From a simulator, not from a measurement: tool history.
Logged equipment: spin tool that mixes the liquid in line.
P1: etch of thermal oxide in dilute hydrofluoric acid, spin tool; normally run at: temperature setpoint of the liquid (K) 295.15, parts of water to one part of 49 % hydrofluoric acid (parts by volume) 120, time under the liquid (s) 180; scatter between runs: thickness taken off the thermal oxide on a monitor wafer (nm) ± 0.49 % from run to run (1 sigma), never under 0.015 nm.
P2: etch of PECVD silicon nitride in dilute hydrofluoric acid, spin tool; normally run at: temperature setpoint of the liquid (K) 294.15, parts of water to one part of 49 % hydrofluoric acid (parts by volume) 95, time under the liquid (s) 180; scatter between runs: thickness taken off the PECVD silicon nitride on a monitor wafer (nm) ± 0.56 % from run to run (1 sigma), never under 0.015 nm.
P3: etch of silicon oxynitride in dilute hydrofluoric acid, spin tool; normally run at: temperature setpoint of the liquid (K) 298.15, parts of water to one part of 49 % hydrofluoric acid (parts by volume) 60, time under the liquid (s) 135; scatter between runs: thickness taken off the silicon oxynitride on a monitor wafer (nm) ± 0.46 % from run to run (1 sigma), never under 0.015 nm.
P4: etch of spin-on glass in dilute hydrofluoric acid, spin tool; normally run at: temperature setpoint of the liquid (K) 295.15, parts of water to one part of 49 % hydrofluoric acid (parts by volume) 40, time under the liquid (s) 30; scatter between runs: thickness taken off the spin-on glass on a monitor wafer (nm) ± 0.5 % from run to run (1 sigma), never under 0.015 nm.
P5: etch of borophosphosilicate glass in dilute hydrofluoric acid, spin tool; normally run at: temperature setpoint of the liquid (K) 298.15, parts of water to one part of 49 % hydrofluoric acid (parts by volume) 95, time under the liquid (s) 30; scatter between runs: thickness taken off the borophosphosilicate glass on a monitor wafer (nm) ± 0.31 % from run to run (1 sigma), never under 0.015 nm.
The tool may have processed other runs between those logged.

run,day,process that ran,temperature setpoint of the liquid (K),parts of water to one part of 49 % hydrofluoric acid (parts by volume),time under the liquid (s),thickness taken off the thermal oxide on a monitor wafer (nm),thickness taken off the borophosphosilicate glass on a monitor wafer (nm),thickness taken off the spin-on glass on a monitor wafer (nm),thickness taken off the silicon oxynitride on a monitor wafer (nm),thickness taken off the PECVD silicon nitride on a monitor wafer (nm)
1,0.262,P1,295.15,120,180,6.65490,,,,
2,0.525,P5,298.15,95,30,,13.5610,,,
3,0.642,P4,295.15,40,60,,,37.576,,
4,0.783,P4,295.15,20,30,,,38.833,,
5,0.988,P1,302.65,120,180,8.92510,,,,
6,1.192,P5,298.15,95,50,,22.5630,,,
7,1.400,P1,295.15,120,180,6.63510,,,,
8,1.650,P1,295.15,120,180,6.70920,,,,
9,1.833,P3,298.15,60,135,,,,10.3600,
10,2.012,P4,300.65,40,30,,,23.577,,
11,2.229,P5,306.15,95,30,,18.5390,,,
12,2.404,P5,298.15,170,30,,6.9649,,,
13,2.642,P1,295.15,120,340,12.48600,,,,
14,2.888,P2,294.15,95,180,,,,,4.90390
15,3.038,P1,295.15,120,180,6.63520,,,,
16,3.267,P1,295.15,40,180,22.09500,,,,
17,3.450,P1,295.15,120,85,3.15070,,,,
18,3.700,P1,295.15,205,45,0.90147,,,,
19,3.950,P3,298.15,60,65,,,,5.0239,
20,4.150,P2,294.15,25,180,,,,,18.29900
21,4.338,P2,290.15,95,180,,,,,3.75180
22,4.525,P2,294.15,95,180,,,,,4.88010
23,4.779,P1,290.15,120,180,5.43730,,,,
24,4.971,P3,298.15,90,135,,,,6.6573,
25,5.171,P2,294.15,95,20,,,,,0.55486
26,5.375,P3,298.15,60,135,,,,10.3460,
27,5.512,P4,295.15,40,30,,,18.843,,
28,5.654,P1,295.15,120,180,6.64860,,,,
29,5.825,P3,290.65,60,135,,,,7.1081,
30,5.971,P1,295.15,195,180,3.83130,,,,
31,6.175,P1,295.15,120,180,6.69680,,,,
32,6.304,P1,295.15,120,180,6.55760,,,,
33,6.542,P1,295.15,120,180,6.40040,,,,
34,6.712,P1,295.15,120,180,6.32120,,,,
35,6.933,P1,295.15,120,180,6.27710,,,,
36,7.108,P1,295.15,120,180,6.29850,,,,
37,7.254,P1,295.15,120,180,6.29330,,,,
38,7.371,P1,295.15,120,180,6.23140,,,,
39,7.583,P1,295.15,120,180,6.28980,,,,
40,7.788,P1,295.15,120,180,6.21310,,,,

The log shows P1 creeping away from where it was. Any of the 2 causes listed here, at the size stated for it, fits the log just as well as the others:
A: hydrofluoric acid flow below the setpoint (%) = 5.38
B: liquid colder than its thermometer reads (K) = 1.58
At approximately day 6.175, the process output began to creep.

Below are 4 check runs, each on a single wafer, with their results shown as question marks. Which of them would tell the listed causes apart, meaning the causes would give clearly different results under it?
check 1,7.992,P5,303.65,95,45,,?,,,
check 2,7.992,P3,298.15,85,65,,,,?,
check 3,7.992,P4,299.15,40,50,,,?,,
check 4,7.992,P2,290.15,25,180,,,,,?

Predicted outcomes, by check and by cause:
check,result,if A,if B
check 1,thickness taken off the borophosphosilicate glass on a monitor wafer (nm),23.7290,23.8090
check 2,thickness taken off the silicon oxynitride on a monitor wafer (nm),3.2384,3.1878
check 3,thickness taken off the spin-on glass on a monitor wafer (nm),34.994,34.766
check 4,thickness taken off the PECVD silicon nitride on a monitor wafer (nm),12.89500,12.12800
Smallest distance between any two causes, each pair judged by its most separating result, in per cent: check 1 0.34 %; check 2 1.57 %; check 3 0.66 %; check 4 6.13 %
Only in check 4 would the causes give clearly different results; in the remaining checks their results would be nearly the same.

Check 4 was carried out, with these results: thickness taken off the PECVD silicon nitride on a monitor wafer (nm) 12.90300. Which of the listed causes is responsible?

The cause is A: hydrofluoric acid flow below the setpoint (%).
